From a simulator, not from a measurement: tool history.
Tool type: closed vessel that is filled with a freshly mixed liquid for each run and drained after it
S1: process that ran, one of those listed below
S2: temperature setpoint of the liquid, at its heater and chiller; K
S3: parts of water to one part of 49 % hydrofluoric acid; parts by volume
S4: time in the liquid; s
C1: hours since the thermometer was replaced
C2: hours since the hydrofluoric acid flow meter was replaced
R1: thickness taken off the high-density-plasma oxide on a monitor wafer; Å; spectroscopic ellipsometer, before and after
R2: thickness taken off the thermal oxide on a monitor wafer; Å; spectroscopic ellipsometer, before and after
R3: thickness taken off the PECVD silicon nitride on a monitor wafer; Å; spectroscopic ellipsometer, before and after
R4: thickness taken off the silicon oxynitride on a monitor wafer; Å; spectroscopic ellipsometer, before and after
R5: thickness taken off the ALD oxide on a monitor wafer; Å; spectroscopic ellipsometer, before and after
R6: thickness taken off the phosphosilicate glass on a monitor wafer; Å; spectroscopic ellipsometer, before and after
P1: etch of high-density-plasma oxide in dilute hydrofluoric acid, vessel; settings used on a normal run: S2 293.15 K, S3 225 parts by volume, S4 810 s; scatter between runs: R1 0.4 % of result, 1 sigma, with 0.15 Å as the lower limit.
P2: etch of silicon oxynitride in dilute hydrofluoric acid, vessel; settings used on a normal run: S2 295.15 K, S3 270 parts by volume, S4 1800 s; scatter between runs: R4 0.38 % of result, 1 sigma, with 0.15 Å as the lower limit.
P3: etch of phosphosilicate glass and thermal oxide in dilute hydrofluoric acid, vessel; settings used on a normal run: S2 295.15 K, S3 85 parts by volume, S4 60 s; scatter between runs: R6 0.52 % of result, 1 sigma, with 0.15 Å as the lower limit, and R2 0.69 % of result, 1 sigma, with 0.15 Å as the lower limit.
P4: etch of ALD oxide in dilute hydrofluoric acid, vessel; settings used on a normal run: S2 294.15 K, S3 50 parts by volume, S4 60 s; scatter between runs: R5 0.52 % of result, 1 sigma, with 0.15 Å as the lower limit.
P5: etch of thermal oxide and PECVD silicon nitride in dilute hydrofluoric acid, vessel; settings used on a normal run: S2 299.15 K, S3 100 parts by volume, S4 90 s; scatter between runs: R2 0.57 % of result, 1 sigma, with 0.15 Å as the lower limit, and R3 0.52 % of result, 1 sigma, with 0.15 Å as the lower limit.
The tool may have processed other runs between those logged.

run 1 hour=3.4 | S1=P1 S2=293.15 S3=225 S4=810 | C1=589.1 C2=133.5 | R1=155.36
run 2 hour=6.5 | S1=P5 S2=294.15 S3=100 S4=90 | C1=592.2 C2=136.6 | R2=38.087 R3=27.12
run 3 hour=10.2 | S1=P2 S2=295.15 S3=480 S4=1800 | C1=595.9 C2=140.3 | R4=64.789
run 4 hour=13.7 | S1=P4 S2=302.15 S3=50 S4=60 | C1=599.4 C2=143.8 | R5=244.58
run 5 hour=17 | S1=P1 S2=297.15 S3=225 S4=350 | C1=602.7 C2=147.1 | R1=77.851
run 6 hour=21.3 | S1=P3 S2=300.15 S3=85 S4=60 | C1=607 C2=151.4 | R2=41.545 R6=1230
run 7 hour=24.3 | S1=P3 S2=295.15 S3=85 S4=60 | C1=610 C2=154.4 | R2=34.338 R6=1001.1
run 8 hour=28.7 | S1=P4 S2=294.15 S3=50 S4=60 | C1=614.4 C2=158.8 | R5=178.23
run 9 hour=32.5 | S1=P2 S2=295.15 S3=270 S4=1800 | C1=618.2 C2=162.6 | R4=130.04
run 10 hour=36.5 | S1=P4 S2=294.15 S3=50 S4=30 | C1=622.2 C2=166.6 | R5=89.935
run 11 hour=40.8 | S1=P5 S2=299.15 S3=145 S4=90 | C1=626.5 C2=170.9 | R2=30.248 R3=27.036
run 12 hour=45.3 | S1=P1 S2=293.15 S3=225 S4=1330 | C1=631 C2=175.4 | R1=254.39
run 13 hour=47.4 | S1=P1 S2=293.15 S3=225 S4=265 | C1=633.1 C2=177.5 | R1=51.262
run 14 hour=51.7 | S1=P1 S2=290.15 S3=225 S4=810 | C1=637.4 C2=181.8 | R1=137.88
run 15 hour=53.8 | S1=P3 S2=295.15 S3=85 S4=60 | C1=639.5 C2=183.9 | R2=34.025 R6=993.24
run 16 hour=57 | S1=P2 S2=295.15 S3=270 S4=1800 | C1=642.7 C2=187.1 | R4=130.98
run 17 hour=60.4 | S1=P1 S2=293.15 S3=85 S4=810 | C1=646.1 C2=190.5 | R1=477.71
run 18 hour=63.4 | S1=P1 S2=293.15 S3=225 S4=810 | C1=649.1 C2=193.5 | R1=155.52
run 19 hour=65.6 | S1=P1 S2=298.65 S3=225 S4=810 | C1=651.3 C2=195.7 | R1=189.43
run 20 hour=68 | S1=P2 S2=290.15 S3=270 S4=1800 | C1=653.7 C2=198.1 | R4=104.31
run 21 hour=71.5 | S1=P3 S2=295.15 S3=25 S4=60 | C1=657.2 C2=201.6 | R2=123.96 R6=3649.1
run 22 hour=74.1 | S1=P1 S2=293.15 S3=360 S4=810 | C1=659.8 C2=204.2 | R1=86.015
run 23 hour=78.3 | S1=P1 S2=293.15 S3=225 S4=810 | C1=664 C2=208.4 | R1=155.78
run 24 hour=81.5 | S1=P3 S2=295.15 S3=85 S4=90 | C1=667.2 C2=211.6 | R2=50.806 R6=1493.5
run 25 hour=86 | S1=P5 S2=299.15 S3=100 S4=40 | C1=671.7 C2=216.1 | R2=20.708 R3=16.83
run 26 hour=88.8 | S1=P2 S2=295.15 S3=270 S4=30 | C1=674.5 C2=218.9 | R4=1.9911
run 27 hour=91.2 | S1=P1 S2=293.15 S3=225 S4=810 | C1=676.9 C2=221.3 | R1=155.42
run 28 hour=93.5 | S1=P5 S2=299.15 S3=100 S4=90 | C1=679.2 C2=223.6 | R2=45.979 R3=38.234
run 29 hour=95.8 | S1=P4 S2=294.15 S3=50 S4=60 | C1=681.5 C2=225.9 | R5=176.78
run 30 hour=99.2 | S1=P4 S2=294.15 S3=80 S4=60 | C1=684.9 C2=229.3 | R5=106.9
run 31 hour=102.3 | S1=P1 S2=293.15 S3=225 S4=810 | C1=688 C2=232.4 | R1=155.11
run 32 hour=105 | S1=P1 S2=293.15 S3=225 S4=810 | C1=690.7 C2=235.1 | R1=156.14
run 33 hour=109.6 | S1=P1 S2=293.15 S3=225 S4=810 | C1=695.3 C2=239.7 | R1=151.28
run 34 hour=112 | S1=P1 S2=293.15 S3=225 S4=810 | C1=697.7 C2=242.1 | R1=150.42
run 35 hour=116.5 | S1=P1 S2=293.15 S3=225 S4=810 | C1=702.2 C2=246.6 | R1=148.65
run 36 hour=120.5 | S1=P1 S2=293.15 S3=225 S4=810 | C1=706.2 C2=250.6 | R1=147.73
run 37 hour=124.4 | S1=P1 S2=293.15 S3=225 S4=810 | C1=710.1 C2=254.5 | R1=146.54
run 38 hour=128.6 | S1=P1 S2=293.15 S3=225 S4=810 | C1=714.3 C2=258.7 | R1=147.33
run 39 hour=131.7 | S1=P1 S2=293.15 S3=225 S4=810 | C1=717.4 C2=261.8 | R1=147.24
run 40 hour=134.6 | S1=P1 S2=293.15 S3=225 S4=810 | C1=720.3 C2=264.7 | R1=146.7
run 41 hour=136.8 | S1=P1 S2=293.15 S3=225 S4=810 | C1=722.5 C2=266.9 | R1=145.27
run 42 hour=139.7 | S1=P1 S2=293.15 S3=225 S4=810 | C1=725.4 C2=269.8 | R1=146.3

P1 no longer gives what it gave before; its output has crept away from where it was. The following 2 causes, each at its listed size, fit the log equally well:
A: liquid colder than its thermometer reads (K) = 1.65
B: hydrofluoric acid flow below the setpoint (%) = 5.04
Onset of the creep was near hour 105.

Below are 4 check runs, each on a single wafer, with their results shown as question marks. Which of them would tell the listed causes apart, meaning the causes would give clearly different results under it?
run check 1 hour=142.6 | S1=P3 S2=300.15 S3=45 S4=60 | R2=? R6=?
run check 2 hour=142.6 | S1=P5 S2=299.15 S3=130 S4=90 | R2=? R3=?
run check 3 hour=142.6 | S1=P2 S2=295.15 S3=405 S4=1800 | R4=?
run check 4 hour=142.6 | S1=P4 S2=300.65 S3=50 S4=60 | R5=?

Outcome of each check run for each possible cause:
check=check_1 result=R2 if_A=77.396 if_B=78.319
check=check_1 result=R6 if_A=2272.9 if_B=2300
check=check_2 result=R2 if_A=32.211 if_B=32.31
check=check_2 result=R3 if_A=26.592 if_B=28.088
check=check_3 result=R4 if_A=74.849 if_B=75.2
check=check_4 result=R5 if_A=216.97 if_B=219.38
Per-check spread between the two closest causes, in the result where they differ most: check 1 1.19 %; check 2 5.47 %; check 3 0.47 %; check 4 1.1 %
Check 2 is the one run that separates the causes; every other check would come out nearly the same whichever cause is at work.

After running check 2, the following was obtained: R2 32.202 Å; R3 26.679 Å. Which cause does this point to?

It was cause A: liquid colder than its thermometer reads (K).
